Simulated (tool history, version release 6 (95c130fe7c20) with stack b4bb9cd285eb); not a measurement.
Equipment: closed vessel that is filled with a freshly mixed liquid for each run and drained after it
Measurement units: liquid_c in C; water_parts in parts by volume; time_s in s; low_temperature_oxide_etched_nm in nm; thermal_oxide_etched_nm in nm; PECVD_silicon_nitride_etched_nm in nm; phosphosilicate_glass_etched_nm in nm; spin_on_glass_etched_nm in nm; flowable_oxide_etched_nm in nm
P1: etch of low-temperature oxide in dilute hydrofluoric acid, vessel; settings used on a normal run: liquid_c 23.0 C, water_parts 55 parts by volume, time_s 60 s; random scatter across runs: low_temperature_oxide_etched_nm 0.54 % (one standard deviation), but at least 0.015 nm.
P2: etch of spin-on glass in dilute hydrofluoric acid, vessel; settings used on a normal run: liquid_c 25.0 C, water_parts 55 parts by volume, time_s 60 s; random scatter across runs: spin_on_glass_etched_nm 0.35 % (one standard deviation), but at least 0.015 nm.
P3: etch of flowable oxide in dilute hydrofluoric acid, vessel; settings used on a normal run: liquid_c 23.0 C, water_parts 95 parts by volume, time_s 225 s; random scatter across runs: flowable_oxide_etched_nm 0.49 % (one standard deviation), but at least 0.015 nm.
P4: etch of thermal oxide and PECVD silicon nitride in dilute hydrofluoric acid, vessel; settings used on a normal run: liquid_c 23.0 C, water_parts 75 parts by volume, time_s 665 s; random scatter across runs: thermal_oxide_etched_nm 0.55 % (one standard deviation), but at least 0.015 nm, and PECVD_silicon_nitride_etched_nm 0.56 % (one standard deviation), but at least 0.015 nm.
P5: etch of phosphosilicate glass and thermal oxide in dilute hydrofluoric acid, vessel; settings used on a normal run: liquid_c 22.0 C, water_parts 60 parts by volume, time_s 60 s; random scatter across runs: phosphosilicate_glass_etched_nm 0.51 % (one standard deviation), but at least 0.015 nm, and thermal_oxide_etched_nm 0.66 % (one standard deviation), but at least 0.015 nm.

| run | hour | process | liquid_c | water_parts | time_s | low_temperature_oxide_etched_nm | thermal_oxide_etched_nm | PECVD_silicon_nitride_etched_nm | phosphosilicate_glass_etched_nm | spin_on_glass_etched_nm | flowable_oxide_etched_nm |
|---|---|---|---|---|---|---|---|---|---|---|---|
| 1 | 5.2 | P1 | 23.0 | 55 | 60 | 27.0010 |  |  |  |  |  |
| 2 | 10.4 | P4 | 23.0 | 120 | 665 |  | 25.4010 | 11.5500 |  |  |  |
| 3 | 18.7 | P5 | 22.0 | 60 | 95 |  | 7.1445 |  | 165.040 |  |  |
| 4 | 24.8 | P1 | 23.0 | 55 | 60 | 26.9380 |  |  |  |  |  |
| 5 | 30.1 | P2 | 25.0 | 55 | 30 |  |  |  |  | 21.673 |  |
| 6 | 39.2 | P5 | 22.0 | 60 | 60 |  | 4.5612 |  | 104.000 |  |  |
| 7 | 46.3 | P2 | 25.0 | 55 | 60 |  |  |  |  | 43.206 |  |
| 8 | 55.8 | P4 | 23.0 | 75 | 150 |  | 9.6038 | 4.1182 |  |  |  |
| 9 | 62.6 | P1 | 23.0 | 80 | 60 | 17.8530 |  |  |  |  |  |
| 10 | 72.3 | P2 | 19.0 | 55 | 60 |  |  |  |  | 33.732 |  |
| 11 | 82.0 | P3 | 23.0 | 95 | 225 |  |  |  |  |  | 56.2150 |
| 12 | 88.6 | P1 | 23.0 | 95 | 30 | 7.3739 |  |  |  |  |  |
| 13 | 99.7 | P1 | 17.0 | 55 | 60 | 21.0030 |  |  |  |  |  |
| 14 | 106.5 | P1 | 23.0 | 55 | 60 | 26.6440 |  |  |  |  |  |
| 15 | 116.7 | P1 | 23.0 | 55 | 30 | 13.2910 |  |  |  |  |  |
| 16 | 123.3 | P5 | 22.0 | 100 | 60 |  | 2.5594 |  | 59.084 |  |  |
|  | 128.6 | hydrofluoric acid flow meter replaced |
| 17 | 130.8 | P4 | 18.0 | 75 | 665 |  | 35.0640 | 12.9300 |  |  |  |
| 18 | 136.1 | P1 | 23.0 | 55 | 60 | 27.0850 |  |  |  |  |  |
| 19 | 145.9 | P3 | 23.0 | 20 | 225 |  |  |  |  |  | 297.5900 |
| 20 | 151.8 | P3 | 23.0 | 95 | 30 |  |  |  |  |  | 7.4625 |
| 21 | 160.4 | P5 | 22.0 | 60 | 60 |  | 4.5136 |  | 103.060 |  |  |
| 22 | 169.7 | P5 | 17.0 | 60 | 60 |  | 3.6531 |  | 84.343 |  |  |
| 23 | 175.1 | P1 | 28.5 | 55 | 60 | 33.6550 |  |  |  |  |  |
| 24 | 183.7 | P3 | 23.0 | 95 | 225 |  |  |  |  |  | 56.1840 |
| 25 | 190.5 | P1 | 23.0 | 55 | 60 | 26.7180 |  |  |  |  |  |
| 26 | 197.6 | P1 | 23.0 | 55 | 60 | 26.8130 |  |  |  |  |  |
| 27 | 202.8 | P3 | 27.0 | 95 | 225 |  |  |  |  |  | 66.6600 |
| 28 | 211.6 | P1 | 23.0 | 55 | 110 | 49.2410 |  |  |  |  |  |
| 29 | 218.3 | P1 | 23.0 | 20 | 60 | 77.1650 |  |  |  |  |  |
| 30 | 224.4 | P2 | 25.0 | 95 | 60 |  |  |  |  | 23.739 |  |
| 31 | 232.5 | P4 | 23.0 | 75 | 665 |  | 43.1100 | 18.1080 |  |  |  |
| 32 | 238.8 | P1 | 23.0 | 55 | 60 | 26.6630 |  |  |  |  |  |
| 33 | 246.1 | P2 | 25.0 | 55 | 60 |  |  |  |  | 43.261 |  |
| 34 | 255.0 | P1 | 23.0 | 55 | 60 | 26.8890 |  |  |  |  |  |
| 35 | 263.0 | P1 | 23.0 | 55 | 60 | 25.6450 |  |  |  |  |  |
| 36 | 268.7 | P1 | 23.0 | 55 | 60 | 25.3720 |  |  |  |  |  |
| 37 | 278.9 | P1 | 23.0 | 55 | 60 | 25.0730 |  |  |  |  |  |
| 38 | 284.2 | P1 | 23.0 | 55 | 60 | 24.9550 |  |  |  |  |  |
| 39 | 290.6 | P1 | 23.0 | 55 | 60 | 25.0320 |  |  |  |  |  |

Run 40 has not been measured yet. What should we expect?
| 40 | 299.5 | P1 | 23.0 | 55 | 60 | ? |  |  |  |  |  |

Run 40 measured low_temperature_oxide_etched_nm 24.4910 nm.
